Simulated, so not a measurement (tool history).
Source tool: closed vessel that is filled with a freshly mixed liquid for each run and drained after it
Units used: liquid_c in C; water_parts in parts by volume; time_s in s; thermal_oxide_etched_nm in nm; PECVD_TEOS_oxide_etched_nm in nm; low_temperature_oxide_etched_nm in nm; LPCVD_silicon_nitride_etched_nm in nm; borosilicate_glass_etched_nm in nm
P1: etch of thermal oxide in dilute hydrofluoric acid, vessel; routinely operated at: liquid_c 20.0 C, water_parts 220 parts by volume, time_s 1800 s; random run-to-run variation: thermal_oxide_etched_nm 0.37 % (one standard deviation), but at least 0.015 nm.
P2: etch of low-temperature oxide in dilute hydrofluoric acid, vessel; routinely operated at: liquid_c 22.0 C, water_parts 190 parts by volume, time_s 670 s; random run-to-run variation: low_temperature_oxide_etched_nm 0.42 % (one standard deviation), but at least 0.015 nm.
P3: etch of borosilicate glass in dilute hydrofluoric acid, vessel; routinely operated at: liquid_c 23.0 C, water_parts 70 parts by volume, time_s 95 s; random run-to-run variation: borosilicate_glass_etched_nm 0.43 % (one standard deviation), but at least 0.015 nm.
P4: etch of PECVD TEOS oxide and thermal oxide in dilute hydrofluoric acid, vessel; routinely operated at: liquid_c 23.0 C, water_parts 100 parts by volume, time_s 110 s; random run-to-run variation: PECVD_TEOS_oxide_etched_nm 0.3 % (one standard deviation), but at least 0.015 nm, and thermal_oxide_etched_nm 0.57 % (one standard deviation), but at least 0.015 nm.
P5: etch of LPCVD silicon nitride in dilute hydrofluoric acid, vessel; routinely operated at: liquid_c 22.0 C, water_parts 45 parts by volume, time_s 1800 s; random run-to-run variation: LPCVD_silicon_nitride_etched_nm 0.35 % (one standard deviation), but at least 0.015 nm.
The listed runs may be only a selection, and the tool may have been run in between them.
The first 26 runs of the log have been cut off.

run     day  process  liquid_c  water_parts  time_s  thermal_oxide_etched_nm  PECVD_TEOS_oxide_etched_nm  low_temperature_oxide_etched_nm  LPCVD_silicon_nitride_etched_nm  borosilicate_glass_etched_nm
 27  10.529       P1      20.0          220    1800                  28.9890
 28  10.779       P1      20.0          380    1800                  14.3740
 29  11.083       P1      20.0          220    1800                  28.8810
 30  11.579       P2      22.0          190      90                                                                                4.3958
 31  11.946       P1      28.5          220    1800                  39.6610
 32  12.362       P1      20.0          220    3480                  56.0710
 33  12.783       P1      24.0          220    2815                  52.4650
 34  13.025       P1      20.0          220    1800                  28.9840
 35  13.454       P1      20.0          220    1800                  28.1360
 36  13.817       P1      20.0          220    1800                  27.2750
 37  14.242       P1      20.0          220    1800                  26.9610
 38  14.646       P1      20.0          220    1800                  26.6690
 39  14.925       P1      20.0          220    1800                  26.5650

Estimate the outcome of run 40 from the log above:
 40  15.317       P1      20.0          220    1800                        ?

Run 40 produced thermal_oxide_etched_nm 26.4520 nm.
